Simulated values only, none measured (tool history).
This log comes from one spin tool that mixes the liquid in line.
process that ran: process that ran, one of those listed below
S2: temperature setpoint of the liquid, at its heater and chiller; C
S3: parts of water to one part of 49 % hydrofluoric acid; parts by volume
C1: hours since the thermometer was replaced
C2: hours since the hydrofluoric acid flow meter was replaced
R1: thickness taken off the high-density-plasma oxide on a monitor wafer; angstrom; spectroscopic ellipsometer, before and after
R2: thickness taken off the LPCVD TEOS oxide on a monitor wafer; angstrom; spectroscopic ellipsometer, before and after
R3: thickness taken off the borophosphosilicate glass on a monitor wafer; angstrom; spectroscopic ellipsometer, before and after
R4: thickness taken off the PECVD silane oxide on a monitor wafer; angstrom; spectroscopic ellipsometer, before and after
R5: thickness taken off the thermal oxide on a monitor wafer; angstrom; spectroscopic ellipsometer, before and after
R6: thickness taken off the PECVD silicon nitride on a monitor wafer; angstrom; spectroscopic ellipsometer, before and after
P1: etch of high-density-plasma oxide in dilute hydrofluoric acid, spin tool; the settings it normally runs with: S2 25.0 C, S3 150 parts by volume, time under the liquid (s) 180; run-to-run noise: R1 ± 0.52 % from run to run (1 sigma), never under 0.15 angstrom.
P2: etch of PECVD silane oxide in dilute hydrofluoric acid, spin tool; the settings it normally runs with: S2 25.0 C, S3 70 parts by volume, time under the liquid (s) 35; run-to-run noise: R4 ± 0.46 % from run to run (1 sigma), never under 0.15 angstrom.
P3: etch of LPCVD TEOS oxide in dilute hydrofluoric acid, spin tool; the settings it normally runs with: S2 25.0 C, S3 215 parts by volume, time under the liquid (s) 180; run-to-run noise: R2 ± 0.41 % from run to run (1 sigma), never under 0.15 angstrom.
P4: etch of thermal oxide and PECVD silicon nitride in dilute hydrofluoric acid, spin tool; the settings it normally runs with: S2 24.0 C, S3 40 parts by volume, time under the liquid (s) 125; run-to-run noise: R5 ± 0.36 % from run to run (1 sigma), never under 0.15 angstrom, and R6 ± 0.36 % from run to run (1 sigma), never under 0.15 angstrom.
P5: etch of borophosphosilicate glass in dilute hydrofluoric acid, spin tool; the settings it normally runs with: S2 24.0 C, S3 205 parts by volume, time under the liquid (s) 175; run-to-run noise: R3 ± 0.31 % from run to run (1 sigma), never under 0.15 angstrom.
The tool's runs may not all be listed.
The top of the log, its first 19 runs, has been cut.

run 20 day=7.500 | process_that_ran=P4 S2=24.0 S3=75 time_under_the_liquid_(s)=125 | C1=1228.2 C2=592.4 | R5=78.55 R6=53.064
run 21 day=7.846 | process_that_ran=P5 S2=24.0 S3=205 time_under_the_liquid_(s)=310 | C1=1236.5 C2=600.7 | R3=677.85
run 22 day=8.296 | process_that_ran=P5 S2=17.0 S3=205 time_under_the_liquid_(s)=175 | C1=1247.3 C2=611.5 | R3=292.99
run 23 day=8.700 | process_that_ran=P1 S2=21.5 S3=150 time_under_the_liquid_(s)=320 | C1=1257.0 C2=621.2 | R1=134.160
-- day=9.071 thermometer replaced
run 24 day=9.183 | process_that_ran=P5 S2=24.0 S3=315 time_under_the_liquid_(s)=175 | C1=2.8 C2=632.8 | R3=222.57
run 25 day=9.654 | process_that_ran=P1 S2=25.0 S3=150 time_under_the_liquid_(s)=180 | C1=14.1 C2=644.1 | R1=85.481
run 26 day=10.133 | process_that_ran=P1 S2=25.0 S3=150 time_under_the_liquid_(s)=35 | C1=25.6 C2=655.6 | R1=16.795
run 27 day=10.612 | process_that_ran=P1 S2=20.0 S3=150 time_under_the_liquid_(s)=180 | C1=37.1 C2=667.1 | R1=70.493
run 28 day=11.112 | process_that_ran=P1 S2=30.5 S3=150 time_under_the_liquid_(s)=180 | C1=49.1 C2=679.1 | R1=105.020
run 29 day=11.500 | process_that_ran=P1 S2=25.0 S3=150 time_under_the_liquid_(s)=180 | C1=58.4 C2=688.4 | R1=85.573
run 30 day=11.888 | process_that_ran=P2 S2=18.5 S3=70 time_under_the_liquid_(s)=35 | C1=67.7 C2=697.7 | R4=158.03
run 31 day=12.412 | process_that_ran=P1 S2=25.0 S3=150 time_under_the_liquid_(s)=180 | C1=80.3 C2=710.3 | R1=85.758
run 32 day=12.912 | process_that_ran=P1 S2=25.0 S3=150 time_under_the_liquid_(s)=180 | C1=92.3 C2=722.3 | R1=89.349
run 33 day=13.150 | process_that_ran=P1 S2=25.0 S3=150 time_under_the_liquid_(s)=180 | C1=98.0 C2=728.0 | R1=90.670
run 34 day=13.675 | process_that_ran=P1 S2=25.0 S3=150 time_under_the_liquid_(s)=180 | C1=110.6 C2=740.6 | R1=92.512
run 35 day=14.192 | process_that_ran=P1 S2=25.0 S3=150 time_under_the_liquid_(s)=180 | C1=123.0 C2=753.0 | R1=93.300
run 36 day=14.458 | process_that_ran=P1 S2=25.0 S3=150 time_under_the_liquid_(s)=180 | C1=129.4 C2=759.4 | R1=93.019
run 37 day=14.929 | process_that_ran=P1 S2=25.0 S3=150 time_under_the_liquid_(s)=180 | C1=140.7 C2=770.7 | R1=93.446

The next listed run, before its measurement:
run 38 day=15.304 | process_that_ran=P1 S2=25.0 S3=150 time_under_the_liquid_(s)=180 | C1=149.7 C2=779.7 | R1=?

Run 38 yielded R1 93.869 angstrom.
